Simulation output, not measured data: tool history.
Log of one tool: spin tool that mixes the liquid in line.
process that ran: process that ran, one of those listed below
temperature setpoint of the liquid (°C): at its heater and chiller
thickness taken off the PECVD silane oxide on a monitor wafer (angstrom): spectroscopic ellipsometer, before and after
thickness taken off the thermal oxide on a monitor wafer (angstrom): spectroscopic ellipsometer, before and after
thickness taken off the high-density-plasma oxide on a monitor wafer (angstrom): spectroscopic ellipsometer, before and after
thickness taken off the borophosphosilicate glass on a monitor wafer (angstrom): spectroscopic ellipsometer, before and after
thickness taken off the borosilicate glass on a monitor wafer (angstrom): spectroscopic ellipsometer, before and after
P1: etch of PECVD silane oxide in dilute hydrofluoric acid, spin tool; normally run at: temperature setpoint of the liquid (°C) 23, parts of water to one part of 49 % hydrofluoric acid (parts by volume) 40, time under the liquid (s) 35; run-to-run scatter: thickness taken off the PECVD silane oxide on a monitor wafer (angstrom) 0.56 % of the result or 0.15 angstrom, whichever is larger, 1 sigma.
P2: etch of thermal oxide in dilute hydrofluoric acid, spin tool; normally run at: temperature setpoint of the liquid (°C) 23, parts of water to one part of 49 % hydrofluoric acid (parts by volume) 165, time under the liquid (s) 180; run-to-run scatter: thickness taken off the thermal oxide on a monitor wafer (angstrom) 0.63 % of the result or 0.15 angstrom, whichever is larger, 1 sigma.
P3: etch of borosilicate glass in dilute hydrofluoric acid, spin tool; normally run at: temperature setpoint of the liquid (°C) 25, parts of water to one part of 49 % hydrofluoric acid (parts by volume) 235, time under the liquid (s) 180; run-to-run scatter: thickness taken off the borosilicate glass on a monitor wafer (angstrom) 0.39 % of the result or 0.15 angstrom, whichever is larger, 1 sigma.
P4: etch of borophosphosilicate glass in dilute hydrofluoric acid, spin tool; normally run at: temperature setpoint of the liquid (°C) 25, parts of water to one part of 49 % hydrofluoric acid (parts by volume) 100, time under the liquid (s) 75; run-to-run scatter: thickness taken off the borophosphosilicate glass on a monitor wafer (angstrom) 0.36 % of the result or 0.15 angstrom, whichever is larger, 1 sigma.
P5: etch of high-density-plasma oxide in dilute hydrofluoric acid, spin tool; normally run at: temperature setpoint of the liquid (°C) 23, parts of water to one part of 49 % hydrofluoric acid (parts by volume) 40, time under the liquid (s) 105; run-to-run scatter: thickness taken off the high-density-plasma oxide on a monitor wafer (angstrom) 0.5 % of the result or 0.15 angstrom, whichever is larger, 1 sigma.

run   hour  process that ran  temperature setpoint of the liquid (°C)  parts of water to one part of 49 % hydrofluoric acid (parts by volume)  time under the liquid (s)  hours since the thermometer was replaced  hours since the hydrofluoric acid flow meter was replaced  thickness taken off the PECVD silane oxide on a monitor wafer (angstrom)  thickness taken off the thermal oxide on a monitor wafer (angstrom)  thickness taken off the high-density-plasma oxide on a monitor wafer (angstrom)  thickness taken off the borophosphosilicate glass on a monitor wafer (angstrom)  thickness taken off the borosilicate glass on a monitor wafer (angstrom)
  1      9                P1                                       23                                                                      40                         35                                      1201                                                      544.2                                                                    225.79
  2   14.1                P2                                       18                                                                     165                        180                                    1206.1                                                      549.3                                                                                                                                         38.732
  3   19.1                P1                                       23                                                                      60                         15                                    1211.1                                                      554.3                                                                    62.419
  4   28.7                P1                                       18                                                                      40                         60                                    1220.7                                                      563.9                                                                    310.35
  5   34.2                P1                                     26.5                                                                      60                         35                                    1226.2                                                      569.4                                                                    169.41
  6   42.2                P5                                       23                                                                      40                        105                                    1234.2                                                      577.4                                                                                                                                                                                                                          198.43
  7   46.9                P4                                     19.5                                                                     100                         75                                    1238.9                                                      582.1                                                                                                                                                                                                                                                                                                           274.63
  8   54.4                P5                                       23                                                                      40                         15                                    1246.4                                                      589.6                                                                                                                                                                                                                           28.37
  9     60                P3                                       25                                                                     235                        265                                      1252                                                      595.2                                                                                                                                                                                                                                                                                                                                                                                     282.53
 10   66.3                P1                                       23                                                                      40                         15                                    1258.3                                                      601.5                                                                    96.594
 11   74.6                P1                                       23                                                                      55                         35                                    1266.6                                                      609.8                                                                    160.01
 12   84.2                P5                                     17.5                                                                      40                        105                                    1276.2                                                      619.4                                                                                                                                                                                                                          157.24
 13   92.9                P3                                       25                                                                     430                        180                                    1284.9                                                      628.1                                                                                                                                                                                                                                                                                                                                                                                     86.808
 14   99.4                P2                                       23                                                                     165                         15                                    1291.4                                                      634.6                                                                                                                                         4.2531
 15  104.5                P2                                       23                                                                      50                        180                                    1296.5                                                      639.7                                                                                                                                          178.7
 16  108.9                P4                                       25                                                                      25                         75                                    1300.9                                                      644.1                                                                                                                                                                                                                                                                                                           1497.6
 17  117.4                P2                                       23                                                                     165                        180                                    1309.4                                                      652.6                                                                                                                                         47.477
 18  124.1                P3                                       25                                                                     235                        180                                    1316.1                                                      659.3                                                                                                                                                                                                                                                                                                                                                                                     190.22
 19  131.6                P1                                       23                                                                      20                         35                                    1323.6                                                      666.8                                                                    461.93
 20  135.9                P1                                       23                                                                      40                         65                                    1327.9                                                      671.1                                                                    414.83
 21  141.4                P4                                       25                                                                     100                         75                                    1333.4                                                      676.6                                                                                                                                                                                                                                                                                                           341.88
 22  146.4                P1                                       23                                                                      40                         35                                    1338.4                                                      681.6                                                                    225.83
 23  153.3                P1                                       23                                                                      40                         35                                    1345.3                                                      688.5                                                                    224.88
 24  157.8                P1                                       29                                                                      40                         35                                    1349.8                                                        693                                                                     283.9
 25  163.1                P4                                       25                                                                     100                        145                                    1355.1                                                      698.3                                                                                                                                                                                                                                                                                                           655.69
 26  168.3                P4                                       25                                                                     100                         75                                    1360.3                                                      703.5                                                                                                                                                                                                                                                                                                           339.83
 27  173.1                P5                                       23                                                                      60                        105                                    1365.1                                                      708.3                                                                                                                                                                                                                          129.89
 28  180.4                P3                                     32.5                                                                     235                        180                                    1372.4                                                      715.6                                                                                                                                                                                                                                                                                                                                                                                      247.9
 29  189.1                P1                                       17                                                                      40                         35                                    1381.1                                                      724.3                                                                    172.73

Run 30 comes next. What will it give?
 30  197.4                P1                                       23                                                                      40                         35                                    1389.4                                                      732.6                                                                         ?

Run 30 gave thickness taken off the PECVD silane oxide on a monitor wafer (angstrom) 224.37.

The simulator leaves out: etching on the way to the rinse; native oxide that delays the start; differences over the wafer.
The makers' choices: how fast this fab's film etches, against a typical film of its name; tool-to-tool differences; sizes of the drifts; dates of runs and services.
